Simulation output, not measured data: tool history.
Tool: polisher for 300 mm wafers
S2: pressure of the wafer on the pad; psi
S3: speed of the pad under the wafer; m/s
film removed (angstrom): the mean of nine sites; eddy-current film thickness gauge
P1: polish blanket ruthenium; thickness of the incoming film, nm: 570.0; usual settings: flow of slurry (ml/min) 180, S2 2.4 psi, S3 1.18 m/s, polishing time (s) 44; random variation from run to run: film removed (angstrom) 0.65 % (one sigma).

Run 1, hour 4.8: flow of slurry (ml/min) 180, S2 2.4 psi, S3 1.18 m/s, polishing time (s) 44. Result: film removed (angstrom) 625.58.
Run 2, hour 8.8: flow of slurry (ml/min) 180, S2 2.4 psi, S3 1.18 m/s, polishing time (s) 68. Result: film removed (angstrom) 962.04.
Run 3, hour 13.9: flow of slurry (ml/min) 180, S2 1.1 psi, S3 1.18 m/s, polishing time (s) 44. Result: film removed (angstrom) 288.13.
Run 4, hour 20: flow of slurry (ml/min) 180, S2 2.4 psi, S3 1.18 m/s, polishing time (s) 24. Result: film removed (angstrom) 339.21.
Run 5, hour 24.2: flow of slurry (ml/min) 180, S2 2.4 psi, S3 1.88 m/s, polishing time (s) 44. Result: film removed (angstrom) 993.37.
Run 6, hour 31.8: flow of slurry (ml/min) 180, S2 2.4 psi, S3 1.18 m/s, polishing time (s) 44. Result: film removed (angstrom) 623.45.
Run 7, hour 39.8: flow of slurry (ml/min) 110, S2 2.4 psi, S3 1.18 m/s, polishing time (s) 44. Result: film removed (angstrom) 573.71.
Run 8, hour 44.1: flow of slurry (ml/min) 180, S2 2.4 psi, S3 0.76 m/s, polishing time (s) 44. Result: film removed (angstrom) 405.52.
Run 9, hour 51.9: flow of slurry (ml/min) 180, S2 2.4 psi, S3 0.66 m/s, polishing time (s) 27. Result: film removed (angstrom) 212.65.
Run 10, hour 56.7: flow of slurry (ml/min) 180, S2 2.4 psi, S3 1.18 m/s, polishing time (s) 44. Result: film removed (angstrom) 628.15.
Run 11, hour 60.7: flow of slurry (ml/min) 180, S2 2.4 psi, S3 1.18 m/s, polishing time (s) 44. Result: film removed (angstrom) 627.89.
Run 12, hour 67.8: flow of slurry (ml/min) 180, S2 3.7 psi, S3 1.18 m/s, polishing time (s) 44. Result: film removed (angstrom) 964.04.
Run 13, hour 75: flow of slurry (ml/min) 260, S2 2.4 psi, S3 1.18 m/s, polishing time (s) 44. Result: film removed (angstrom) 659.09.
Run 14, hour 80: flow of slurry (ml/min) 115, S2 2.4 psi, S3 1.18 m/s, polishing time (s) 27. Result: film removed (angstrom) 356.97.
Run 15, hour 83.9: flow of slurry (ml/min) 180, S2 2.4 psi, S3 1.18 m/s, polishing time (s) 44. Result: film removed (angstrom) 623.75.
Run 16, hour 91.8: flow of slurry (ml/min) 180, S2 2.4 psi, S3 1.18 m/s, polishing time (s) 44. Result: film removed (angstrom) 621.3.
Run 17, hour 95.4: flow of slurry (ml/min) 180, S2 2.4 psi, S3 1.18 m/s, polishing time (s) 44. Result: film removed (angstrom) 620.8.
Run 18, hour 100.4: flow of slurry (ml/min) 180, S2 2.4 psi, S3 1.18 m/s, polishing time (s) 44. Result: film removed (angstrom) 605.46.
Run 19, hour 106: flow of slurry (ml/min) 180, S2 2.4 psi, S3 1.18 m/s, polishing time (s) 44. Result: film removed (angstrom) 607.04.
Run 20, hour 111.5: flow of slurry (ml/min) 180, S2 2.4 psi, S3 1.18 m/s, polishing time (s) 44. Result: film removed (angstrom) 602.45.
At hour 111.8: head pressure recalibrated.
Run 21, hour 116.4: flow of slurry (ml/min) 180, S2 2.4 psi, S3 1.18 m/s, polishing time (s) 44. Result: film removed (angstrom) 597.43.

Run 22 comes next. What will it give?
Run 22, hour 121.3: flow of slurry (ml/min) 180, S2 2.4 psi, S3 1.18 m/s, polishing time (s) 44. Result: film removed (angstrom) ?.

{"run 22": {"film removed (angstrom)": 589.83}}
